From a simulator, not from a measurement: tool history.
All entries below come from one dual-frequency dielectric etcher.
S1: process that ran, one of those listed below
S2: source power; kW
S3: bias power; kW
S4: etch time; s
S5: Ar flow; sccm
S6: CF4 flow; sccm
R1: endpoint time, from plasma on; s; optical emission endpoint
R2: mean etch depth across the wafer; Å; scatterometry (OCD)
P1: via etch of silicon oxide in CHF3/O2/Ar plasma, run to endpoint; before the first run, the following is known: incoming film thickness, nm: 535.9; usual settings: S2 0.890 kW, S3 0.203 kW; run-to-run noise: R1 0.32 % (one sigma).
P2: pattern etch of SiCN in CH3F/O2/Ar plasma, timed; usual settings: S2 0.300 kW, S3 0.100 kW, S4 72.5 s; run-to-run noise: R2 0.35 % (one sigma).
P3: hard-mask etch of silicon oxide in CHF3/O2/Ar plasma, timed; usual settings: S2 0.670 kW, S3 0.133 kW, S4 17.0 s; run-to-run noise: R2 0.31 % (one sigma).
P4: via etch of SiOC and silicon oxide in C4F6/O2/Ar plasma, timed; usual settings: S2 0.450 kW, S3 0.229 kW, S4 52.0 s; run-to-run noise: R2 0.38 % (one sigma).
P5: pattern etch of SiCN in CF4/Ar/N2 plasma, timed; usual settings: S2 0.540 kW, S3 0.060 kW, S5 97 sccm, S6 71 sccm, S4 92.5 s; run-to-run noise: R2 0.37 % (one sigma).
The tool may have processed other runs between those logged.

run	hour	S1	S2	S3	S4	S5	S6	R1	R2
1	4.4	P1	0.890	0.203				222.44	
2	8.7	P4	0.450	0.145	52.0				591.82
3	11.3	P1	1.080	0.203				207.45	
4	14.7	P3	0.670	0.133	24.5				456.11
5	16.7	P1	0.890	0.203				222.88	
6	20.8	P5	0.540	0.060	92.5	97	54		844.76
7	25.2	P4	0.450	0.229	31.0				409.08
8	29.0	P5	0.540	0.073	92.5	97	71		948.10
# hour 30.6: source power generator calibrated
9	32.1	P5	0.540	0.060	92.5	97	71		889.06
10	35.9	P1	0.890	0.203				223.61	
11	39.8	P1	0.890	0.203				223.55	
12	42.7	P1	0.890	0.166				238.78	
13	45.2	P3	0.670	0.133	17.0				315.11
14	49.1	P4	0.450	0.229	52.0				686.81
15	52.9	P5	0.540	0.060	68.0	97	71		648.47
16	56.2	P1	0.890	0.203				224.25	
17	58.4	P1	0.690	0.203				244.89	
18	62.9	P1	0.570	0.249				247.01	
19	64.8	P5	0.540	0.060	92.5	78	71		918.61
20	68.1	P5	0.690	0.060	92.5	97	71		1104.80
21	72.0	P2	0.300	0.100	100.0				379.68
22	73.9	P3	0.540	0.133	17.0				289.31
23	76.0	P2	0.300	0.141	72.5				317.63
24	79.2	P2	0.300	0.100	72.5				277.91
25	81.5	P2	0.300	0.100	72.5				274.33
26	85.2	P2	0.420	0.100	72.5				309.91
27	87.4	P4	0.610	0.229	52.0				769.10
28	90.5	P3	0.670	0.168	17.0				340.81
29	94.0	P3	0.670	0.133	17.0				315.41
30	97.8	P1	1.090	0.275				186.98	
31	101.8	P1	0.890	0.276				201.47	
32	104.3	P4	0.450	0.229	52.0				683.19
33	107.5	P5	0.540	0.060	92.5	97	71		889.09
34	111.1	P1	0.630	0.257				234.77	
35	115.4	P1	0.890	0.203				222.82	
36	118.4	P1	0.890	0.203				221.20	
37	122.2	P1	0.890	0.203				220.38	
# hour 123.7: wet clean of the chamber
38	126.6	P1	0.890	0.203				219.83	
39	129.9	P1	0.890	0.203				220.75	
40	133.8	P1	0.890	0.203				221.38	
41	137.8	P1	0.890	0.203				221.48	

The log shows P1 creeping away from where it was. Any of the 2 causes listed here, at the size stated for it, fits the log just as well as the others:
A: source power that arrives over what is set, % = 4.24
B: bias power that arrives over what is set, % = 4.84
The drift started at roughly hour 115.4.
Excluded causes, each with its reason:
chamber walls in a state that raises the etch rate, %: work on it at hour 123.7, done after the drift set in, did not restore what the process gave before

The list below offers 4 check runs, each averaging the results of 2 wafers, and shows each result as a question mark. For which of them would the listed causes give clearly different results?
check 1	141.8	P2	0.300	0.100	72.5				?
check 2	141.8	P5	0.540	0.060	92.5	97	71		?
check 3	141.8	P3	0.670	0.133	17.0				?
check 4	141.8	P4	0.450	0.229	52.0				?

Outcome of each check run for each possible cause:
check	result	if A	if B
check 1	R2	280.29	281.12
check 2	R2	921.04	901.66
check 3	R2	321.36	320.91
check 4	R2	697.12	697.11
Per check, the gap between the least separated pair of causes, taken in the result that splits them most: check 1 0.3 %; check 2 2.13 %; check 3 0.14 %; check 4 0 %
Of the check runs offered, only check 2 discriminates between the causes; the rest would read about the same regardless of which cause applies.

The results of check 2 are: R2 903.95 Å. Based on these, which of the listed causes is it?

It was cause B: bias power that arrives over what is set, %.

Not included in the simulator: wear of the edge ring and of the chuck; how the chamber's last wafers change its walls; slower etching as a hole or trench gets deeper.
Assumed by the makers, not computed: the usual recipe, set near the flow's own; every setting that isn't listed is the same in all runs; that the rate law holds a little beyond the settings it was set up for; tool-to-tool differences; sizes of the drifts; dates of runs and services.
